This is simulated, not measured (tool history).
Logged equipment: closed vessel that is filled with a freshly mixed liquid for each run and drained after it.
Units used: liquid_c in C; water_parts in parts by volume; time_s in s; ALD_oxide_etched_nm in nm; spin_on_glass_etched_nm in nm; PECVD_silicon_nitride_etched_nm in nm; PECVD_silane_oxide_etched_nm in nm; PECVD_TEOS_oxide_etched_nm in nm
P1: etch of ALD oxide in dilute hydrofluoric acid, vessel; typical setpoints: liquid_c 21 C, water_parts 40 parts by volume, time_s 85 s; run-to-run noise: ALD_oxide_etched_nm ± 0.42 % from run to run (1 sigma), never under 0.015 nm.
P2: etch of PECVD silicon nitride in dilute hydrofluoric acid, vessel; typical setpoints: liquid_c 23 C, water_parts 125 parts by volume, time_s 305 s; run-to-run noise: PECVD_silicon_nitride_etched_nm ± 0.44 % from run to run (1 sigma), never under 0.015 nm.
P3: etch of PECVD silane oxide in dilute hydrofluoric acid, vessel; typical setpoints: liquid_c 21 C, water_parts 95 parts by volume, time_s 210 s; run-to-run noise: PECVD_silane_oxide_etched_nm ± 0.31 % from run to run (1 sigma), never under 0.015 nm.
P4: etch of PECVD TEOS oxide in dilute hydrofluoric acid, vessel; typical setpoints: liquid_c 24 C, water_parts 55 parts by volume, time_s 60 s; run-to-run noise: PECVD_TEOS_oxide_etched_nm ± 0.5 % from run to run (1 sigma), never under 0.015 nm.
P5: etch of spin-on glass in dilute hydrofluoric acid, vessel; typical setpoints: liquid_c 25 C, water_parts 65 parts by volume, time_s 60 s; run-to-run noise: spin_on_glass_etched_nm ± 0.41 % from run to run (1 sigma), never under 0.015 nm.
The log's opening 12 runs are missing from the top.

| run | hour | process | liquid_c | water_parts | time_s | ALD_oxide_etched_nm | spin_on_glass_etched_nm | PECVD_silicon_nitride_etched_nm | PECVD_silane_oxide_etched_nm | PECVD_TEOS_oxide_etched_nm |
|---|---|---|---|---|---|---|---|---|---|---|
| 13 | 130.4 | P4 | 24 | 55 | 60 |  |  |  |  | 15.797 |
| 14 | 140.6 | P1 | 21 | 40 | 85 | 29.028 |  |  |  |  |
| 15 | 151 | P3 | 21 | 155 | 210 |  |  |  | 25.145 |  |
| 16 | 157.2 | P1 | 21 | 40 | 85 | 29.21 |  |  |  |  |
| 17 | 169.9 | P4 | 24 | 55 | 60 |  |  |  |  | 15.795 |
| 18 | 184 | P1 | 17 | 20 | 85 | 50.289 |  |  |  |  |
| 19 | 191.3 | P4 | 24 | 55 | 115 |  |  |  |  | 29.955 |
| 20 | 201.3 | P5 | 33.5 | 65 | 60 |  | 62.495 |  |  |  |
| 21 | 210.7 | P5 | 25 | 65 | 30 |  | 22.362 |  |  |  |
| 22 | 221.9 | P3 | 21 | 95 | 210 |  |  |  | 43.761 |  |
| 23 | 232 | P1 | 27.5 | 40 | 85 | 38.295 |  |  |  |  |
| 24 | 239.1 | P1 | 21 | 40 | 30 | 10.237 |  |  |  |  |
| 25 | 252.4 | P2 | 23 | 125 | 505 |  |  | 20.43 |  |  |
| 26 | 260.7 | P5 | 25 | 65 | 60 |  | 44.69 |  |  |  |
| 27 | 272.4 | P2 | 23 | 125 | 305 |  |  | 12.311 |  |  |
| 28 | 286.5 | P2 | 23 | 125 | 305 |  |  | 12.365 |  |  |
| 29 | 300.2 | P4 | 19.5 | 55 | 60 |  |  |  |  | 13.055 |

Expected results for the next run?
| 30 | 310.6 | P1 | 21 | 20 | 85 | ? |  |  |  |  |

ALD_oxide_etched_nm: 59.843 nm
